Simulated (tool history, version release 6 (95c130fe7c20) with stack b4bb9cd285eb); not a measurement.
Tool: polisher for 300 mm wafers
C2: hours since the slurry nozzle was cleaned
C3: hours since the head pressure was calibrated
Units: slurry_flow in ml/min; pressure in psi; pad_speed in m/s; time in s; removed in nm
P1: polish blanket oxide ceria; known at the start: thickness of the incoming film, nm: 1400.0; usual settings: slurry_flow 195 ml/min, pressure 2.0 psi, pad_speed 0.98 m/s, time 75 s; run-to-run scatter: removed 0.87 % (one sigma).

run 1 hour=14.7 | slurry_flow=195 pressure=2.0 pad_speed=0.98 time=75 | wafers_polished_on_this_pad=678 C2=200.3 C3=572.6 | removed=204.660
run 2 hour=29.7 | slurry_flow=195 pressure=2.0 pad_speed=0.98 time=75 | wafers_polished_on_this_pad=802 C2=215.3 C3=587.6 | removed=209.760
run 3 hour=43.7 | slurry_flow=195 pressure=2.0 pad_speed=0.98 time=75 | wafers_polished_on_this_pad=918 C2=229.3 C3=601.6 | removed=207.090
run 4 hour=52.1 | slurry_flow=195 pressure=2.0 pad_speed=0.98 time=75 | wafers_polished_on_this_pad=988 C2=237.7 C3=610.0 | removed=207.540
-- hour=65.6 slurry nozzle cleaned
run 5 hour=67.8 | slurry_flow=280 pressure=2.5 pad_speed=0.98 time=75 | wafers_polished_on_this_pad=1118 C2=2.2 C3=625.7 | removed=270.590
run 6 hour=83.9 | slurry_flow=195 pressure=2.0 pad_speed=1.52 time=75 | wafers_polished_on_this_pad=1252 C2=18.3 C3=641.8 | removed=324.920
-- hour=95.1 head pressure recalibrated
run 7 hour=97.5 | slurry_flow=195 pressure=2.0 pad_speed=0.98 time=47 | wafers_polished_on_this_pad=1365 C2=31.9 C3=2.5 | removed=128.920
run 8 hour=109.0 | slurry_flow=195 pressure=0.9 pad_speed=0.98 time=75 | wafers_polished_on_this_pad=1460 C2=43.4 C3=14.0 | removed=93.592
run 9 hour=122.9 | slurry_flow=195 pressure=2.9 pad_speed=0.98 time=75 | wafers_polished_on_this_pad=1576 C2=57.3 C3=27.9 | removed=300.670
run 10 hour=135.5 | slurry_flow=255 pressure=2.0 pad_speed=0.98 time=75 | wafers_polished_on_this_pad=1680 C2=69.9 C3=40.5 | removed=218.980
run 11 hour=144.3 | slurry_flow=300 pressure=2.0 pad_speed=0.98 time=53 | wafers_polished_on_this_pad=1754 C2=78.7 C3=49.3 | removed=151.430
run 12 hour=159.6 | slurry_flow=115 pressure=2.0 pad_speed=0.98 time=75 | wafers_polished_on_this_pad=1881 C2=94.0 C3=64.6 | removed=187.880
run 13 hour=169.0 | slurry_flow=195 pressure=2.0 pad_speed=0.98 time=117 | wafers_polished_on_this_pad=1959 C2=103.4 C3=74.0 | removed=318.650
run 14 hour=184.3 | slurry_flow=195 pressure=2.0 pad_speed=0.60 time=75 | wafers_polished_on_this_pad=2086 C2=118.7 C3=89.3 | removed=125.590
run 15 hour=197.4 | slurry_flow=195 pressure=2.0 pad_speed=0.98 time=75 | wafers_polished_on_this_pad=2194 C2=131.8 C3=102.4 | removed=204.470
run 16 hour=207.2 | slurry_flow=195 pressure=2.0 pad_speed=0.98 time=75 | wafers_polished_on_this_pad=2276 C2=141.6 C3=112.2 | removed=199.970

Forecast run 17:
run 17 hour=221.7 | slurry_flow=195 pressure=2.0 pad_speed=0.98 time=75 | wafers_polished_on_this_pad=2396 C2=156.1 C3=126.7 | removed=?

removed: 198.820 nm

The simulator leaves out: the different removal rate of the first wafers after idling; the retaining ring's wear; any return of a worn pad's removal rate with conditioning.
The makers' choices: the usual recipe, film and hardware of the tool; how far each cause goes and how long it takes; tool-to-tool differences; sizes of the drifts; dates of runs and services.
